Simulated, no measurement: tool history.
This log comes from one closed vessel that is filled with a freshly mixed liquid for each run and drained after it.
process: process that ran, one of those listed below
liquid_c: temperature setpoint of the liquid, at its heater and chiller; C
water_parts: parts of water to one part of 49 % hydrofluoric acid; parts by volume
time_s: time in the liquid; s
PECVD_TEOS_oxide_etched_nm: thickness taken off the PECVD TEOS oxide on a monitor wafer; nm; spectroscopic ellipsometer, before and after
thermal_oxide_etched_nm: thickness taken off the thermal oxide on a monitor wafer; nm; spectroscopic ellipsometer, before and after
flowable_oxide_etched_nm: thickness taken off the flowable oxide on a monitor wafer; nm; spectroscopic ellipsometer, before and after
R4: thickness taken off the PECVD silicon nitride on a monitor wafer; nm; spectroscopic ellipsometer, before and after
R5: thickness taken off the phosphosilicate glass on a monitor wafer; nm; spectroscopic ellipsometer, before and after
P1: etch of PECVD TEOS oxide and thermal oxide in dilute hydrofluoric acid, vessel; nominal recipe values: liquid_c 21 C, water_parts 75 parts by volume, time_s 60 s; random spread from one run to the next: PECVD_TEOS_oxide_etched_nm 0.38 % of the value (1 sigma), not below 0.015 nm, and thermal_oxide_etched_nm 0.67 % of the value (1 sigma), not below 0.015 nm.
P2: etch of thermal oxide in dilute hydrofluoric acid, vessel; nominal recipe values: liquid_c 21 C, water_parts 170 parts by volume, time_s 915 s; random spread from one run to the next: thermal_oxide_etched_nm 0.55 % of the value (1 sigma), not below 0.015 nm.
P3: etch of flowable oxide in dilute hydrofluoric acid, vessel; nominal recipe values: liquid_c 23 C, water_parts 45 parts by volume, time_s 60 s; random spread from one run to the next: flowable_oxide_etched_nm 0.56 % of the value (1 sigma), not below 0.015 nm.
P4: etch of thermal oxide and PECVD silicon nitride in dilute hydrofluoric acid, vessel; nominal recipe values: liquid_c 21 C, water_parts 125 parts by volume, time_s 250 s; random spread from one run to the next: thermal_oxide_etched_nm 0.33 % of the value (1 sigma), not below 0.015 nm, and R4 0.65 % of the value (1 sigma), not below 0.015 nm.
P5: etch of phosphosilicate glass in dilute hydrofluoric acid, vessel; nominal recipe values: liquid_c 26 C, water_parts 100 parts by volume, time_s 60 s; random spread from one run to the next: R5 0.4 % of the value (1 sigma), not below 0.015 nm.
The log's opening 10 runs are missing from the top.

Run 11, hour 34: process P4, liquid_c 21 C, water_parts 125 parts by volume, time_s 380 s. Result: thermal_oxide_etched_nm 12 nm, R4 6.9209 nm.
Run 12, hour 37.7: process P1, liquid_c 21 C, water_parts 30 parts by volume, time_s 110 s. Result: PECVD_TEOS_oxide_etched_nm 91.694 nm, thermal_oxide_etched_nm 16.244 nm.
Run 13, hour 40.7: process P3, liquid_c 23 C, water_parts 45 parts by volume, time_s 60 s. Result: flowable_oxide_etched_nm 72.675 nm.
Run 14, hour 43.1: process P5, liquid_c 26 C, water_parts 100 parts by volume, time_s 60 s. Result: R5 67.886 nm.
Run 15, hour 47.4: process P2, liquid_c 21 C, water_parts 170 parts by volume, time_s 1780 s. Result: thermal_oxide_etched_nm 39.582 nm.
Run 16, hour 51.3: process P1, liquid_c 21 C, water_parts 20 parts by volume, time_s 60 s. Result: PECVD_TEOS_oxide_etched_nm 75.572 nm, thermal_oxide_etched_nm 13.346 nm.
Run 17, hour 54.4: process P1, liquid_c 25 C, water_parts 75 parts by volume, time_s 60 s. Result: PECVD_TEOS_oxide_etched_nm 22.249 nm, thermal_oxide_etched_nm 3.9412 nm.
Run 18, hour 57.3: process P3, liquid_c 23 C, water_parts 75 parts by volume, time_s 60 s. Result: flowable_oxide_etched_nm 42.053 nm.
Run 19, hour 59.6: process P2, liquid_c 17 C, water_parts 170 parts by volume, time_s 915 s. Result: thermal_oxide_etched_nm 17.354 nm.
Run 20, hour 62.4: process P4, liquid_c 21 C, water_parts 125 parts by volume, time_s 250 s. Result: thermal_oxide_etched_nm 7.9622 nm, R4 4.4386 nm.
Run 21, hour 64.4: process P1, liquid_c 21 C, water_parts 75 parts by volume, time_s 110 s. Result: PECVD_TEOS_oxide_etched_nm 34.999 nm, thermal_oxide_etched_nm 6.0389 nm.
Run 22, hour 66.9: process P3, liquid_c 23 C, water_parts 45 parts by volume, time_s 60 s. Result: flowable_oxide_etched_nm 73.001 nm.
Run 23, hour 69.8: process P1, liquid_c 21 C, water_parts 75 parts by volume, time_s 30 s. Result: PECVD_TEOS_oxide_etched_nm 9.5193 nm, thermal_oxide_etched_nm 1.6777 nm.
Run 24, hour 72.5: process P1, liquid_c 17 C, water_parts 40 parts by volume, time_s 60 s. Result: PECVD_TEOS_oxide_etched_nm 31.258 nm, thermal_oxide_etched_nm 5.479 nm.
Run 25, hour 76.7: process P1, liquid_c 17 C, water_parts 75 parts by volume, time_s 60 s. Result: PECVD_TEOS_oxide_etched_nm 16.063 nm, thermal_oxide_etched_nm 2.8056 nm.
Run 26, hour 79.4: process P1, liquid_c 21 C, water_parts 75 parts by volume, time_s 60 s. Result: PECVD_TEOS_oxide_etched_nm 18.888 nm, thermal_oxide_etched_nm 3.3361 nm.
Run 27, hour 82.8: process P5, liquid_c 26 C, water_parts 100 parts by volume, time_s 30 s. Result: R5 33.694 nm.
Run 28, hour 86.9: process P5, liquid_c 20 C, water_parts 100 parts by volume, time_s 60 s. Result: R5 53.427 nm.
Run 29, hour 90.6: process P3, liquid_c 23 C, water_parts 45 parts by volume, time_s 30 s. Result: flowable_oxide_etched_nm 36.313 nm.
Run 30, hour 93.1: process P5, liquid_c 26 C, water_parts 100 parts by volume, time_s 60 s. Result: R5 67.026 nm.
Run 31, hour 95.3: process P1, liquid_c 29 C, water_parts 75 parts by volume, time_s 110 s. Result: PECVD_TEOS_oxide_etched_nm 47.906 nm, thermal_oxide_etched_nm 8.3432 nm.

Expected results for the next run?
Run 32, hour 98.6: process P5, liquid_c 26 C, water_parts 35 parts by volume, time_s 60 s. Result: R5 ?.

R5: 210.96 nm

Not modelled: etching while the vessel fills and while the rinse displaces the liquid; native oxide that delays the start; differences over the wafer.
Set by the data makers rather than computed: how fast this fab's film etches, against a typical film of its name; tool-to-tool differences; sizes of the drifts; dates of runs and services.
